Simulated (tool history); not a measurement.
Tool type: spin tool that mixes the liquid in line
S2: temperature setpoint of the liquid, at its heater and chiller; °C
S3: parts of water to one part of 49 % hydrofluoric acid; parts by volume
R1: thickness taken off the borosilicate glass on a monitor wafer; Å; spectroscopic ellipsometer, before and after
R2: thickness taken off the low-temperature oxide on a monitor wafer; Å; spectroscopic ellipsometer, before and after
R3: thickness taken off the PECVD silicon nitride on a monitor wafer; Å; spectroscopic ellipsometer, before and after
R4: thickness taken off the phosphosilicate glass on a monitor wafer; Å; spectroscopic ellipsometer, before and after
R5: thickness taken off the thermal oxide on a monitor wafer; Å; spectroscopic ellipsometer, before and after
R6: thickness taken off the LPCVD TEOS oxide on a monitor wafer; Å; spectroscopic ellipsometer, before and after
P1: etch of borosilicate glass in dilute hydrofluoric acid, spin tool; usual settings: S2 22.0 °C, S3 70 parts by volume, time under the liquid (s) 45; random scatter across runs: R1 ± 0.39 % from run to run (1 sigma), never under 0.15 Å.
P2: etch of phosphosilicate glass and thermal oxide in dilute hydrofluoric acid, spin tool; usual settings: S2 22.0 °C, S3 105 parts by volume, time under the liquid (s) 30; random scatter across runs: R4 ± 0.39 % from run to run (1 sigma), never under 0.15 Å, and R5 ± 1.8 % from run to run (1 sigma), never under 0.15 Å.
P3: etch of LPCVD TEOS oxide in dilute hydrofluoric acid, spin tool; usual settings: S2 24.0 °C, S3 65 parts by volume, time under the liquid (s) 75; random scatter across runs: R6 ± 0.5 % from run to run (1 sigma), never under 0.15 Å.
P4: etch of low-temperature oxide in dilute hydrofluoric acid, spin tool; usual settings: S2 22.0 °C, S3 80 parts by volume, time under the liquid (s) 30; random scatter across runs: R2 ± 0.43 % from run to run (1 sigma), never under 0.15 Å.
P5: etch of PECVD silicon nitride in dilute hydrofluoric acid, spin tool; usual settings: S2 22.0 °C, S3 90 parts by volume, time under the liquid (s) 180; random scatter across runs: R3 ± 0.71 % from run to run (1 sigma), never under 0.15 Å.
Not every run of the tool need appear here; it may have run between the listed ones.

{"run": 1, "hour": 6.3, "process that ran": "P1", "S2": 22.0, "S3": 70, "time under the liquid (s)": 45, "R1": 261.09}
{"run": 2, "hour": 13.0, "process that ran": "P4", "S2": 22.0, "S3": 80, "time under the liquid (s)": 45, "R2": 108.46}
{"run": 3, "hour": 17.5, "process that ran": "P1", "S2": 22.0, "S3": 115, "time under the liquid (s)": 45, "R1": 150.92}
{"run": 4, "hour": 23.0, "process that ran": "P5", "S2": 22.0, "S3": 90, "time under the liquid (s)": 180, "R3": 35.974}
{"run": 5, "hour": 29.3, "process that ran": "P1", "S2": 22.0, "S3": 70, "time under the liquid (s)": 15, "R1": 86.877}
{"run": 6, "hour": 33.9, "process that ran": "P2", "S2": 28.0, "S3": 105, "time under the liquid (s)": 30, "R4": 304.7, "R5": 15.601}
{"run": 7, "hour": 40.7, "process that ran": "P1", "S2": 22.0, "S3": 70, "time under the liquid (s)": 45, "R1": 262.0}
{"run": 8, "hour": 44.6, "process that ran": "P3", "S2": 24.0, "S3": 65, "time under the liquid (s)": 110, "R6": 294.77}
{"hour": 44.8, "done": "thermometer replaced"}
{"run": 9, "hour": 51.1, "process that ran": "P3", "S2": 24.0, "S3": 65, "time under the liquid (s)": 75, "R6": 199.89}
{"run": 10, "hour": 54.4, "process that ran": "P2", "S2": 22.0, "S3": 150, "time under the liquid (s)": 30, "R4": 161.5, "R5": 8.7011}
{"run": 11, "hour": 60.3, "process that ran": "P4", "S2": 22.0, "S3": 80, "time under the liquid (s)": 30, "R2": 71.621}
{"run": 12, "hour": 63.8, "process that ran": "P1", "S2": 17.0, "S3": 70, "time under the liquid (s)": 45, "R1": 212.43}
{"run": 13, "hour": 68.0, "process that ran": "P4", "S2": 22.0, "S3": 20, "time under the liquid (s)": 30, "R2": 310.49}
{"run": 14, "hour": 72.7, "process that ran": "P2", "S2": 22.0, "S3": 105, "time under the liquid (s)": 30, "R4": 241.96, "R5": 12.307}
{"run": 15, "hour": 78.4, "process that ran": "P3", "S2": 17.5, "S3": 65, "time under the liquid (s)": 75, "R6": 153.1}
{"run": 16, "hour": 82.8, "process that ran": "P5", "S2": 17.0, "S3": 90, "time under the liquid (s)": 180, "R3": 25.607}
{"run": 17, "hour": 87.9, "process that ran": "P1", "S2": 22.0, "S3": 70, "time under the liquid (s)": 45, "R1": 262.34}
{"run": 18, "hour": 93.9, "process that ran": "P1", "S2": 22.0, "S3": 70, "time under the liquid (s)": 45, "R1": 262.37}
{"run": 19, "hour": 98.7, "process that ran": "P5", "S2": 22.0, "S3": 90, "time under the liquid (s)": 285, "R3": 57.156}
{"run": 20, "hour": 103.1, "process that ran": "P5", "S2": 22.0, "S3": 150, "time under the liquid (s)": 180, "R3": 21.7}
{"run": 21, "hour": 108.6, "process that ran": "P1", "S2": 22.0, "S3": 20, "time under the liquid (s)": 45, "R1": 969.35}
{"run": 22, "hour": 114.2, "process that ran": "P5", "S2": 22.0, "S3": 90, "time under the liquid (s)": 180, "R3": 36.439}
{"run": 23, "hour": 118.2, "process that ran": "P1", "S2": 22.0, "S3": 70, "time under the liquid (s)": 70, "R1": 408.99}
{"run": 24, "hour": 124.9, "process that ran": "P1", "S2": 26.5, "S3": 70, "time under the liquid (s)": 45, "R1": 312.68}
{"run": 25, "hour": 131.7, "process that ran": "P1", "S2": 29.0, "S3": 70, "time under the liquid (s)": 25, "R1": 192.54}
{"run": 26, "hour": 137.2, "process that ran": "P2", "S2": 22.0, "S3": 105, "time under the liquid (s)": 15, "R4": 121.18, "R5": 6.6154}
{"run": 27, "hour": 141.8, "process that ran": "P3", "S2": 24.0, "S3": 100, "time under the liquid (s)": 75, "R6": 124.86}
{"run": 28, "hour": 145.4, "process that ran": "P4", "S2": 28.5, "S3": 80, "time under the liquid (s)": 30, "R2": 93.256}
{"run": 29, "hour": 150.5, "process that ran": "P1", "S2": 22.0, "S3": 70, "time under the liquid (s)": 45, "R1": 260.82}
{"run": 30, "hour": 156.4, "process that ran": "P1", "S2": 22.0, "S3": 70, "time under the liquid (s)": 45, "R1": 269.23}
{"run": 31, "hour": 160.4, "process that ran": "P1", "S2": 22.0, "S3": 70, "time under the liquid (s)": 45, "R1": 271.0}
{"run": 32, "hour": 165.5, "process that ran": "P1", "S2": 22.0, "S3": 70, "time under the liquid (s)": 45, "R1": 276.5}
{"run": 33, "hour": 170.7, "process that ran": "P1", "S2": 22.0, "S3": 70, "time under the liquid (s)": 45, "R1": 278.16}
{"run": 34, "hour": 176.8, "process that ran": "P1", "S2": 22.0, "S3": 70, "time under the liquid (s)": 45, "R1": 277.2}
{"run": 35, "hour": 182.1, "process that ran": "P1", "S2": 22.0, "S3": 70, "time under the liquid (s)": 45, "R1": 278.04}
{"run": 36, "hour": 186.5, "process that ran": "P1", "S2": 22.0, "S3": 70, "time under the liquid (s)": 45, "R1": 280.45}
{"run": 37, "hour": 189.7, "process that ran": "P1", "S2": 22.0, "S3": 70, "time under the liquid (s)": 45, "R1": 279.91}
{"run": 38, "hour": 194.6, "process that ran": "P1", "S2": 22.0, "S3": 70, "time under the liquid (s)": 45, "R1": 282.06}

P1 has crept away from where it was. The log is fitted equally well by each of these 2 causes, at the sizes shown:
A: liquid hotter than its thermometer reads (K) = 1.65
B: hydrofluoric acid flow above the setpoint (%) = 6.42
Creep in the process output first set in at about hour 150.5.

Consider the 4 check runs below, whose results appear as question marks and each of which averages 2 wafers. Which one distinguishes the causes, in that each cause would give it a clearly different result?
{"run": "check 1", "hour": 199.5, "process that ran": "P5", "S2": 22.0, "S3": 90, "time under the liquid (s)": 180, "R3": "?"}
{"run": "check 2", "hour": 199.5, "process that ran": "P3", "S2": 24.0, "S3": 65, "time under the liquid (s)": 75, "R6": "?"}
{"run": "check 3", "hour": 199.5, "process that ran": "P4", "S2": 22.0, "S3": 80, "time under the liquid (s)": 30, "R2": "?"}
{"run": "check 4", "hour": 199.5, "process that ran": "P2", "S2": 22.0, "S3": 105, "time under the liquid (s)": 30, "R4": "?", "R5": "?"}

Predicted outcomes, by check and by cause:
check=check_1 result=R3 if_A=40.512 if_B=38.567
check=check_2 result=R6 if_A=214.13 if_B=214.27
check=check_3 result=R2 if_A=76.499 if_B=76.584
check=check_4 result=R4 if_A=258.78 if_B=259.75
check=check_4 result=R5 if_A=13.5310 if_B=13.5820
Gap, in per cent, between the two causes that each check separates least, read from the result that separates them most: check 1 4.92 %; check 2 0.07 %; check 3 0.11 %; check 4 0.37 %
Only in check 1 would the causes give clearly different results; in the remaining checks their results would be nearly the same.

Here is what check 1 returned: R3 38.206 Å. Which cause is it?

It is B: hydrofluoric acid flow above the setpoint (%).
